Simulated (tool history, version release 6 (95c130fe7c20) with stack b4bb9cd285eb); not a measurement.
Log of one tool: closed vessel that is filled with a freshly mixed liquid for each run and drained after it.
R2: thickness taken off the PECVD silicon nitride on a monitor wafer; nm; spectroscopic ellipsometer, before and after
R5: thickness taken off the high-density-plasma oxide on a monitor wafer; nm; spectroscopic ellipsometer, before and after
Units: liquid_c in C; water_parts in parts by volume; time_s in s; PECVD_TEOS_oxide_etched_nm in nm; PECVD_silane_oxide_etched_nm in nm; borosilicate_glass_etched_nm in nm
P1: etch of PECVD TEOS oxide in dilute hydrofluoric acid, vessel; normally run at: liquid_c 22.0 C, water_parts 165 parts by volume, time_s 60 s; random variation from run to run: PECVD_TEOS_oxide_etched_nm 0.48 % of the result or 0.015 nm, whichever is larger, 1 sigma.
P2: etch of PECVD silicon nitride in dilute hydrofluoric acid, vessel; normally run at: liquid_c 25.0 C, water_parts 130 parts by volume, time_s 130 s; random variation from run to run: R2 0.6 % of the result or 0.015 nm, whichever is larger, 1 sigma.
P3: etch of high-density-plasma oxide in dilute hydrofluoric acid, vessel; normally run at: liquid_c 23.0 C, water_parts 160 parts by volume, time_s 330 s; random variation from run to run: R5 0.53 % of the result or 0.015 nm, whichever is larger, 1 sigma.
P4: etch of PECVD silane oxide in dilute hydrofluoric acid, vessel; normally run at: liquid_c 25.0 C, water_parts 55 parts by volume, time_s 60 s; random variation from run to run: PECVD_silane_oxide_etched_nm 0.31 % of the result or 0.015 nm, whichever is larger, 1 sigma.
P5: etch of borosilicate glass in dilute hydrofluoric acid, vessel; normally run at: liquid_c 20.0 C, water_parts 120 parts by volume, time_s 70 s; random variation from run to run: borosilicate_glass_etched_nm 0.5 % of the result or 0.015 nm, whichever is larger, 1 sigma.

Run 1, hour 13.3: process P1, liquid_c 22.0 C, water_parts 165 parts by volume, time_s 60 s. Result: PECVD_TEOS_oxide_etched_nm 5.6786 nm.
Run 2, hour 21.7: process P2, liquid_c 25.0 C, water_parts 130 parts by volume, time_s 130 s. Result: R2 4.6839 nm.
Run 3, hour 30.2: process P1, liquid_c 22.0 C, water_parts 165 parts by volume, time_s 30 s. Result: PECVD_TEOS_oxide_etched_nm 2.8692 nm.
Run 4, hour 42.3: process P1, liquid_c 22.0 C, water_parts 165 parts by volume, time_s 60 s. Result: PECVD_TEOS_oxide_etched_nm 5.6869 nm.
Run 5, hour 50.7: process P4, liquid_c 25.0 C, water_parts 30 parts by volume, time_s 60 s. Result: PECVD_silane_oxide_etched_nm 81.971 nm.
Run 6, hour 60.2: process P1, liquid_c 22.0 C, water_parts 165 parts by volume, time_s 60 s. Result: PECVD_TEOS_oxide_etched_nm 5.6432 nm.
Run 7, hour 71.3: process P1, liquid_c 17.0 C, water_parts 165 parts by volume, time_s 60 s. Result: PECVD_TEOS_oxide_etched_nm 4.7158 nm.
Run 8, hour 81.4: process P1, liquid_c 22.0 C, water_parts 165 parts by volume, time_s 105 s. Result: PECVD_TEOS_oxide_etched_nm 9.9573 nm.
Run 9, hour 94.5: process P5, liquid_c 17.0 C, water_parts 120 parts by volume, time_s 70 s. Result: borosilicate_glass_etched_nm 12.2670 nm.
Run 10, hour 108.4: process P5, liquid_c 20.0 C, water_parts 120 parts by volume, time_s 40 s. Result: borosilicate_glass_etched_nm 8.0495 nm.
Run 11, hour 117.4: process P3, liquid_c 17.0 C, water_parts 160 parts by volume, time_s 330 s. Result: R5 7.6874 nm.
Run 12, hour 133.2: process P3, liquid_c 23.0 C, water_parts 160 parts by volume, time_s 330 s. Result: R5 9.7409 nm.
Run 13, hour 151.6: process P3, liquid_c 23.0 C, water_parts 160 parts by volume, time_s 630 s. Result: R5 18.6970 nm.
Run 14, hour 167.6: process P3, liquid_c 23.0 C, water_parts 260 parts by volume, time_s 330 s. Result: R5 5.4276 nm.
Run 15, hour 179.5: process P2, liquid_c 31.0 C, water_parts 130 parts by volume, time_s 130 s. Result: R2 6.7651 nm.
Run 16, hour 188.2: process P1, liquid_c 22.0 C, water_parts 165 parts by volume, time_s 60 s. Result: PECVD_TEOS_oxide_etched_nm 5.7095 nm.
Run 17, hour 203.6: process P1, liquid_c 22.0 C, water_parts 65 parts by volume, time_s 60 s. Result: PECVD_TEOS_oxide_etched_nm 16.2780 nm.
Run 18, hour 216.8: process P1, liquid_c 27.5 C, water_parts 165 parts by volume, time_s 60 s. Result: PECVD_TEOS_oxide_etched_nm 7.0312 nm.
Run 19, hour 230.0: process P3, liquid_c 23.0 C, water_parts 160 parts by volume, time_s 330 s. Result: R5 9.8357 nm.
Run 20, hour 243.8: process P4, liquid_c 25.0 C, water_parts 55 parts by volume, time_s 60 s. Result: PECVD_silane_oxide_etched_nm 43.143 nm.
Run 21, hour 261.0: process P2, liquid_c 25.0 C, water_parts 130 parts by volume, time_s 245 s. Result: R2 8.6968 nm.
Run 22, hour 279.8: process P1, liquid_c 22.0 C, water_parts 220 parts by volume, time_s 35 s. Result: PECVD_TEOS_oxide_etched_nm 2.3546 nm.
Run 23, hour 289.3: process P2, liquid_c 25.0 C, water_parts 130 parts by volume, time_s 130 s. Result: R2 4.6902 nm.
Run 24, hour 300.3: process P2, liquid_c 25.0 C, water_parts 235 parts by volume, time_s 130 s. Result: R2 2.6123 nm.
Run 25, hour 318.7: process P4, liquid_c 32.5 C, water_parts 55 parts by volume, time_s 60 s. Result: PECVD_silane_oxide_etched_nm 58.468 nm.
Run 26, hour 333.2: process P1, liquid_c 22.0 C, water_parts 165 parts by volume, time_s 60 s. Result: PECVD_TEOS_oxide_etched_nm 5.7111 nm.
Run 27, hour 350.4: process P5, liquid_c 20.0 C, water_parts 120 parts by volume, time_s 70 s. Result: borosilicate_glass_etched_nm 13.9610 nm.
Run 28, hour 363.3: process P1, liquid_c 22.0 C, water_parts 225 parts by volume, time_s 60 s. Result: PECVD_TEOS_oxide_etched_nm 3.9784 nm.
Run 29, hour 378.7: process P4, liquid_c 25.0 C, water_parts 55 parts by volume, time_s 60 s. Result: PECVD_silane_oxide_etched_nm 43.295 nm.
Run 30, hour 395.8: process P5, liquid_c 20.0 C, water_parts 215 parts by volume, time_s 70 s. Result: borosilicate_glass_etched_nm 7.1306 nm.
Run 31, hour 408.7: process P4, liquid_c 25.0 C, water_parts 55 parts by volume, time_s 115 s. Result: PECVD_silane_oxide_etched_nm 83.061 nm.
Run 32, hour 417.7: process P1, liquid_c 22.0 C, water_parts 165 parts by volume, time_s 60 s. Result: PECVD_TEOS_oxide_etched_nm 5.7398 nm.
Run 33, hour 434.6: process P1, liquid_c 22.0 C, water_parts 165 parts by volume, time_s 60 s. Result: PECVD_TEOS_oxide_etched_nm 5.6910 nm.
Run 34, hour 442.9: process P1, liquid_c 22.0 C, water_parts 165 parts by volume, time_s 60 s. Result: PECVD_TEOS_oxide_etched_nm 5.7680 nm.
Run 35, hour 458.1: process P1, liquid_c 22.0 C, water_parts 165 parts by volume, time_s 60 s. Result: PECVD_TEOS_oxide_etched_nm 5.9187 nm.
Run 36, hour 475.3: process P1, liquid_c 22.0 C, water_parts 165 parts by volume, time_s 60 s. Result: PECVD_TEOS_oxide_etched_nm 5.9715 nm.
Run 37, hour 491.0: process P1, liquid_c 22.0 C, water_parts 165 parts by volume, time_s 60 s. Result: PECVD_TEOS_oxide_etched_nm 6.0205 nm.
Run 38, hour 507.7: process P1, liquid_c 22.0 C, water_parts 165 parts by volume, time_s 60 s. Result: PECVD_TEOS_oxide_etched_nm 6.0574 nm.
Run 39, hour 516.2: process P1, liquid_c 22.0 C, water_parts 165 parts by volume, time_s 60 s. Result: PECVD_TEOS_oxide_etched_nm 6.0539 nm.
Run 40, hour 531.5: process P1, liquid_c 22.0 C, water_parts 165 parts by volume, time_s 60 s. Result: PECVD_TEOS_oxide_etched_nm 6.1249 nm.
Run 41, hour 547.9: process P1, liquid_c 22.0 C, water_parts 165 parts by volume, time_s 60 s. Result: PECVD_TEOS_oxide_etched_nm 6.1214 nm.

What P1 gives has crept away from where it was. These 2 causes fit the log equally well, each at the size given:
A: liquid hotter than its thermometer reads (K) = 1.6
B: hydrofluoric acid flow above the setpoint (%) = 5.34
The creep began at about hour 434.6.

4 check runs are offered, each on 2 wafers whose results are averaged, their results left as question marks. Which one tells the causes apart?
Run check 1, hour 564.3: process P4, liquid_c 31.5 C, water_parts 55 parts by volume, time_s 60 s. Result: PECVD_silane_oxide_etched_nm ?.
Run check 2, hour 564.3: process P2, liquid_c 29.5 C, water_parts 230 parts by volume, time_s 130 s. Result: R2 ?.
Run check 3, hour 564.3: process P3, liquid_c 17.0 C, water_parts 160 parts by volume, time_s 600 s. Result: R5 ?.
Run check 4, hour 564.3: process P5, liquid_c 17.0 C, water_parts 205 parts by volume, time_s 70 s. Result: borosilicate_glass_etched_nm ?.

What each check would give under each cause:
  check                        result     if A     if B
check 1  PECVD_silane_oxide_etched_nm   59.516   59.228
check 2                            R2   3.8380   3.6833
check 3                            R5  14.9490  14.8760
check 4  borosilicate_glass_etched_nm   7.1159   7.1048
How far apart the two closest causes lie, in the result that separates them most: check 1 0.48 %; check 2 4.12 %; check 3 0.49 %; check 4 0.16 %
Only check 2 tells the causes apart: in the others they would give nearly the same result.

Then check 2 was run and gave: R2 3.8279 nm. Which cause is it?

It is A: liquid hotter than its thermometer reads (K).
